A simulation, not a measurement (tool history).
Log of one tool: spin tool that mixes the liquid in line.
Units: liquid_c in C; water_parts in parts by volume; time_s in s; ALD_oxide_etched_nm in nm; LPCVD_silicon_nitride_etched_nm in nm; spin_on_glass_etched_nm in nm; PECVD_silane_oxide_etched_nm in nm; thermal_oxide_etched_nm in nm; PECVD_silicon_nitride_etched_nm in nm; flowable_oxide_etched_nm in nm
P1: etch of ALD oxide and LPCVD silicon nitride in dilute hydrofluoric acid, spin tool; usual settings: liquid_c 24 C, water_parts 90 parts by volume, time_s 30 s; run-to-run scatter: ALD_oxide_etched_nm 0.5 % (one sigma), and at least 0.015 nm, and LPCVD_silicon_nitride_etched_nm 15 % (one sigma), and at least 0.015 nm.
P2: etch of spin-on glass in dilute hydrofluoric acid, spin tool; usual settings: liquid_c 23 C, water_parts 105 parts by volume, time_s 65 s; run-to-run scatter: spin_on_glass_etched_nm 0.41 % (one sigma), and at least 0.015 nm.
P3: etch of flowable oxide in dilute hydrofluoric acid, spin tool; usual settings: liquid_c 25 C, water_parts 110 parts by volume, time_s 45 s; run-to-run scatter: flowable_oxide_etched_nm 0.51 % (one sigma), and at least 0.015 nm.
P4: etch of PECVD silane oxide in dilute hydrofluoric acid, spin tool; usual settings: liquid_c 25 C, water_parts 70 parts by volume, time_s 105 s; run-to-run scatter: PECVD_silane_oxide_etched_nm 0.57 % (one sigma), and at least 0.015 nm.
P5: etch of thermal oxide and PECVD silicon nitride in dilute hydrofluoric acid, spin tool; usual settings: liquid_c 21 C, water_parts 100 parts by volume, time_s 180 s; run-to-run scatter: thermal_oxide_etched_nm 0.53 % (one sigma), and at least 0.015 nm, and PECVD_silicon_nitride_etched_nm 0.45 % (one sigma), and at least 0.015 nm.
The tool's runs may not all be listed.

| run | hour | process | liquid_c | water_parts | time_s | hours since the thermometer was replaced | hours since the hydrofluoric acid flow meter was replaced | ALD_oxide_etched_nm | LPCVD_silicon_nitride_etched_nm | spin_on_glass_etched_nm | PECVD_silane_oxide_etched_nm | thermal_oxide_etched_nm | PECVD_silicon_nitride_etched_nm | flowable_oxide_etched_nm |
|---|---|---|---|---|---|---|---|---|---|---|---|---|---|---|
| 1 | 6.9 | P1 | 24 | 90 | 30 | 671.7 | 959 | 6.8076 | 0.17741 |  |  |  |  |  |
| 2 | 16.1 | P2 | 23 | 105 | 65 | 680.9 | 968.2 |  |  | 15.514 |  |  |  |  |
| 3 | 22.9 | P4 | 25 | 70 | 190 | 687.7 | 975 |  |  |  | 62.768 |  |  |  |
| 4 | 31.2 | P2 | 23 | 105 | 130 | 696 | 983.3 |  |  | 30.91 |  |  |  |  |
|  | 37.3 | hydrofluoric acid flow meter replaced |
| 5 | 39.4 | P5 | 21 | 50 | 180 | 704.2 | 2.1 |  |  |  |  | 16.906 | 16.391 |  |
| 6 | 49.2 | P3 | 25 | 110 | 45 | 714 | 11.9 |  |  |  |  |  |  | 23.041 |
| 7 | 57.5 | P2 | 23 | 105 | 65 | 722.3 | 20.2 |  |  | 15.471 |  |  |  |  |
| 8 | 66.4 | P5 | 17 | 100 | 180 | 731.2 | 29.1 |  |  |  |  | 6.7774 | 6.3252 |  |
| 9 | 74.9 | P2 | 18 | 105 | 65 | 739.7 | 37.6 |  |  | 12.654 |  |  |  |  |
| 10 | 79.3 | P2 | 23 | 155 | 65 | 744.1 | 42 |  |  | 9.8006 |  |  |  |  |
| 11 | 83.9 | P1 | 17.5 | 90 | 30 | 748.7 | 46.6 | 5.2844 | 0.11544 |  |  |  |  |  |
|  | 90.4 | thermometer replaced |
| 12 | 93.6 | P4 | 25 | 70 | 105 | 3.2 | 56.3 |  |  |  | 34.109 |  |  |  |
| 13 | 101.8 | P1 | 24 | 145 | 30 | 11.4 | 64.5 | 3.9519 | 0.12528 |  |  |  |  |  |
| 14 | 108.9 | P1 | 24 | 90 | 30 | 18.5 | 71.6 | 6.8639 | 0.16392 |  |  |  |  |  |
| 15 | 118.2 | P4 | 25 | 100 | 105 | 27.8 | 80.9 |  |  |  | 23.107 |  |  |  |
| 16 | 123.2 | P1 | 24 | 45 | 30 | 32.8 | 85.9 | 14.598 | 0.25087 |  |  |  |  |  |
| 17 | 127.5 | P4 | 25 | 70 | 105 | 37.1 | 90.2 |  |  |  | 34.284 |  |  |  |
| 18 | 134.9 | P3 | 19 | 110 | 45 | 44.5 | 97.6 |  |  |  |  |  |  | 18.181 |
| 19 | 141.3 | P1 | 24 | 90 | 30 | 50.9 | 104 | 6.8434 | 0.14426 |  |  |  |  |  |
| 20 | 146.4 | P5 | 21 | 100 | 180 | 56 | 109.1 |  |  |  |  | 8.0303 | 8.3342 |  |
| 21 | 154.8 | P5 | 21 | 100 | 340 | 64.4 | 117.5 |  |  |  |  | 15.112 | 15.665 |  |
| 22 | 162.1 | P1 | 24 | 90 | 15 | 71.7 | 124.8 | 3.4513 | 0.082244 |  |  |  |  |  |
| 23 | 171.4 | P1 | 24 | 90 | 30 | 81 | 134.1 | 6.8584 | 0.17291 |  |  |  |  |  |
| 24 | 181.2 | P4 | 18 | 70 | 105 | 90.8 | 143.9 |  |  |  | 25.497 |  |  |  |
| 25 | 189.5 | P1 | 24 | 55 | 15 | 99.1 | 152.2 | 5.8137 | 0.10939 |  |  |  |  |  |
| 26 | 196 | P1 | 24 | 90 | 65 | 105.6 | 158.7 | 14.766 | 0.45441 |  |  |  |  |  |
| 27 | 205.4 | P3 | 25 | 110 | 20 | 115 | 168.1 |  |  |  |  |  |  | 10.326 |
| 28 | 215 | P1 | 31.5 | 90 | 30 | 124.6 | 177.7 | 9.0916 | 0.27813 |  |  |  |  |  |
| 29 | 221.3 | P1 | 24 | 90 | 30 | 130.9 | 184 | 6.8234 | 0.21281 |  |  |  |  |  |
| 30 | 231.3 | P1 | 24 | 90 | 30 | 140.9 | 194 | 6.8001 | 0.16134 |  |  |  |  |  |
| 31 | 240.8 | P3 | 25 | 165 | 45 | 150.4 | 203.5 |  |  |  |  |  |  | 14.506 |
| 32 | 247.8 | P3 | 25 | 110 | 45 | 157.4 | 210.5 |  |  |  |  |  |  | 23.149 |
| 33 | 254.8 | P1 | 24 | 90 | 30 | 164.4 | 217.5 | 6.7954 | 0.18723 |  |  |  |  |  |
| 34 | 261.6 | P1 | 24 | 90 | 30 | 171.2 | 224.3 | 6.6949 | 0.16242 |  |  |  |  |  |
| 35 | 270.4 | P1 | 24 | 90 | 30 | 180 | 233.1 | 6.621 | 0.22218 |  |  |  |  |  |
| 36 | 279.4 | P1 | 24 | 90 | 30 | 189 | 242.1 | 6.4843 | 0.18345 |  |  |  |  |  |
| 37 | 289.1 | P1 | 24 | 90 | 30 | 198.7 | 251.8 | 6.4488 | 0.12147 |  |  |  |  |  |
| 38 | 298.9 | P1 | 24 | 90 | 30 | 208.5 | 261.6 | 6.423 | 0.18156 |  |  |  |  |  |
| 39 | 306.1 | P1 | 24 | 90 | 30 | 215.7 | 268.8 | 6.402 | 0.17669 |  |  |  |  |  |
| 40 | 313.9 | P1 | 24 | 90 | 30 | 223.5 | 276.6 | 6.4643 | 0.18024 |  |  |  |  |  |
| 41 | 320.9 | P1 | 24 | 90 | 30 | 230.5 | 283.6 | 6.3825 | 0.14878 |  |  |  |  |  |
| 42 | 328.7 | P1 | 24 | 90 | 30 | 238.3 | 291.4 | 6.3625 | 0.12845 |  |  |  |  |  |
| 43 | 336.2 | P1 | 24 | 90 | 30 | 245.8 | 298.9 | 6.308 | 0.1116 |  |  |  |  |  |
| 44 | 344.5 | P1 | 24 | 90 | 30 | 254.1 | 307.2 | 6.3713 | 0.17478 |  |  |  |  |  |

What P1 gives has crept away from where it was. These 2 causes fit the log equally well, each at the size given:
A: hydrofluoric acid flow below the setpoint (%) = 5.72
B: liquid colder than its thermometer reads (K) = 1.64
The creep began at about hour 254.8.

4 check runs are offered, one wafer each, their results left as question marks. Which one tells the causes apart?
| check 1 | 352.8 | P5 | 21 | 100 | 180 |  |  |  |  |  |  | ? | ? |  |
| check 2 | 352.8 | P4 | 25 | 70 | 105 |  |  |  |  |  | ? |  |  |  |
| check 3 | 352.8 | P2 | 23 | 105 | 65 |  |  |  |  | ? |  |  |  |  |
| check 4 | 352.8 | P3 | 25 | 110 | 45 |  |  |  |  |  |  |  |  | ? |

What each check would give under each cause:
| check | result | if A | if B |
|---|---|---|---|
| check 1 | thermal_oxide_etched_nm | 7.5133 | 7.5027 |
| check 1 | PECVD_silicon_nitride_etched_nm | 7.8753 | 7.4627 |
| check 2 | PECVD_silane_oxide_etched_nm | 32.298 | 32.24 |
| check 3 | spin_on_glass_etched_nm | 14.484 | 14.493 |
| check 4 | flowable_oxide_etched_nm | 21.689 | 21.748 |
How far apart the two closest causes lie, in the result that separates them most: check 1 5.38 %; check 2 0.18 %; check 3 0.06 %; check 4 0.27 %
Only check 1 tells the causes apart: in the others they would give nearly the same result.

Then check 1 was run and gave: thermal_oxide_etched_nm 7.5284 nm; PECVD_silicon_nitride_etched_nm 7.4801 nm. Which cause is it?

It is B: liquid colder than its thermometer reads (K).
